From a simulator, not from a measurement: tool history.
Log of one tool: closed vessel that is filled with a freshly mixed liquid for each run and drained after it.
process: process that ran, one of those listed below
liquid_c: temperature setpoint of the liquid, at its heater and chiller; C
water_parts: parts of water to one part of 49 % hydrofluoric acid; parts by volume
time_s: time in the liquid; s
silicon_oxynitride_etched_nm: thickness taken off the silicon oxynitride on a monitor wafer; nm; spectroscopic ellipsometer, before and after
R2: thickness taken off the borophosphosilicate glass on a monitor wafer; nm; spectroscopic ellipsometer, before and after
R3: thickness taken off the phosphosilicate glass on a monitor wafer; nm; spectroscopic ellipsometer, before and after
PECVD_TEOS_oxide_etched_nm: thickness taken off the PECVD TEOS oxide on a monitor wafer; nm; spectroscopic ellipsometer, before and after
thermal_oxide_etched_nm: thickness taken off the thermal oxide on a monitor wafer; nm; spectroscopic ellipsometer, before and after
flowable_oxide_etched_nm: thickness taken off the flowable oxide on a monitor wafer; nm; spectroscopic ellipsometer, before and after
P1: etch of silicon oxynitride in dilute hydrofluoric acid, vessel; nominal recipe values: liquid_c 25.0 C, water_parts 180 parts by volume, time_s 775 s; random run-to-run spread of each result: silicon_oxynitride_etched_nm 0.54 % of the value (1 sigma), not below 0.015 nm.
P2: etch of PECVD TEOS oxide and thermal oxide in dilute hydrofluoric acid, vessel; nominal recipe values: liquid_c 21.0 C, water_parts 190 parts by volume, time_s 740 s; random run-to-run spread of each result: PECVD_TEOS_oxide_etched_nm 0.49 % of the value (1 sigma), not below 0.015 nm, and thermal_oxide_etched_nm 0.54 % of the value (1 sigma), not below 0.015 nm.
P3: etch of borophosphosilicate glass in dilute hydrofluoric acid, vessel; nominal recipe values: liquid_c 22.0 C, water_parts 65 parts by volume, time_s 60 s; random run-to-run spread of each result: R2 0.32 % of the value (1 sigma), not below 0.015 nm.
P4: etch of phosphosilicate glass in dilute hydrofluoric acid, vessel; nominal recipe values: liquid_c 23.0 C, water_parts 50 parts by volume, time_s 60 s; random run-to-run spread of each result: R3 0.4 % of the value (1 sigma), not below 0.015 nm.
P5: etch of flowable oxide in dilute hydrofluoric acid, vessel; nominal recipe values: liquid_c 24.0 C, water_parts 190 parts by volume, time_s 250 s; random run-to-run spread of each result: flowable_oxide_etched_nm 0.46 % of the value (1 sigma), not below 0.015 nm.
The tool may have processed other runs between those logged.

Run 1, day 0.212: process P1, liquid_c 25.0 C, water_parts 180 parts by volume, time_s 775 s. Result: silicon_oxynitride_etched_nm 11.6530 nm.
Run 2, day 0.379: process P1, liquid_c 25.0 C, water_parts 180 parts by volume, time_s 295 s. Result: silicon_oxynitride_etched_nm 4.4277 nm.
Run 3, day 0.562: process P3, liquid_c 22.0 C, water_parts 25 parts by volume, time_s 60 s. Result: R2 72.602 nm.
Run 4, day 0.671: process P1, liquid_c 25.0 C, water_parts 180 parts by volume, time_s 1360 s. Result: silicon_oxynitride_etched_nm 20.2340 nm.
At day 0.746: hydrofluoric acid flow meter replaced.
Run 5, day 0.812: process P3, liquid_c 22.0 C, water_parts 65 parts by volume, time_s 60 s. Result: R2 26.519 nm.
Run 6, day 0.954: process P1, liquid_c 25.0 C, water_parts 180 parts by volume, time_s 775 s. Result: silicon_oxynitride_etched_nm 11.6790 nm.
Run 7, day 1.104: process P4, liquid_c 23.0 C, water_parts 50 parts by volume, time_s 60 s. Result: R3 73.508 nm.
Run 8, day 1.229: process P1, liquid_c 19.5 C, water_parts 180 parts by volume, time_s 775 s. Result: silicon_oxynitride_etched_nm 9.0786 nm.
Run 9, day 1.333: process P3, liquid_c 22.0 C, water_parts 65 parts by volume, time_s 30 s. Result: R2 13.205 nm.
Run 10, day 1.483: process P2, liquid_c 21.0 C, water_parts 190 parts by volume, time_s 1400 s. Result: PECVD_TEOS_oxide_etched_nm 59.322 nm, thermal_oxide_etched_nm 27.9230 nm.
Run 11, day 1.612: process P1, liquid_c 25.0 C, water_parts 180 parts by volume, time_s 775 s. Result: silicon_oxynitride_etched_nm 11.5270 nm.
Run 12, day 1.767: process P1, liquid_c 31.5 C, water_parts 180 parts by volume, time_s 775 s. Result: silicon_oxynitride_etched_nm 15.3560 nm.
Run 13, day 2.000: process P4, liquid_c 17.5 C, water_parts 50 parts by volume, time_s 60 s. Result: R3 58.442 nm.
Run 14, day 2.117: process P1, liquid_c 17.5 C, water_parts 180 parts by volume, time_s 250 s. Result: silicon_oxynitride_etched_nm 2.6586 nm.
Run 15, day 2.350: process P2, liquid_c 21.0 C, water_parts 340 parts by volume, time_s 740 s. Result: PECVD_TEOS_oxide_etched_nm 15.342 nm, thermal_oxide_etched_nm 7.0757 nm.
Run 16, day 2.475: process P1, liquid_c 25.0 C, water_parts 105 parts by volume, time_s 775 s. Result: silicon_oxynitride_etched_nm 21.4280 nm.
Run 17, day 2.633: process P5, liquid_c 24.0 C, water_parts 190 parts by volume, time_s 30 s. Result: flowable_oxide_etched_nm 4.1367 nm.
Run 18, day 2.771: process P1, liquid_c 25.0 C, water_parts 315 parts by volume, time_s 775 s. Result: silicon_oxynitride_etched_nm 6.0252 nm.
Run 19, day 2.946: process P5, liquid_c 24.0 C, water_parts 40 parts by volume, time_s 250 s. Result: flowable_oxide_etched_nm 198.5800 nm.
Run 20, day 3.088: process P2, liquid_c 21.0 C, water_parts 190 parts by volume, time_s 740 s. Result: PECVD_TEOS_oxide_etched_nm 31.578 nm, thermal_oxide_etched_nm 14.7540 nm.
Run 21, day 3.325: process P5, liquid_c 24.0 C, water_parts 190 parts by volume, time_s 250 s. Result: flowable_oxide_etched_nm 34.6130 nm.
Run 22, day 3.433: process P2, liquid_c 17.0 C, water_parts 190 parts by volume, time_s 740 s. Result: PECVD_TEOS_oxide_etched_nm 26.938 nm, thermal_oxide_etched_nm 12.4660 nm.

Run 23 has not been measured yet. What should we expect?
Run 23, day 3.571: process P1, liquid_c 25.0 C, water_parts 315 parts by volume, time_s 1210 s. Result: silicon_oxynitride_etched_nm ?.

silicon_oxynitride_etched_nm: 9.3885 nm
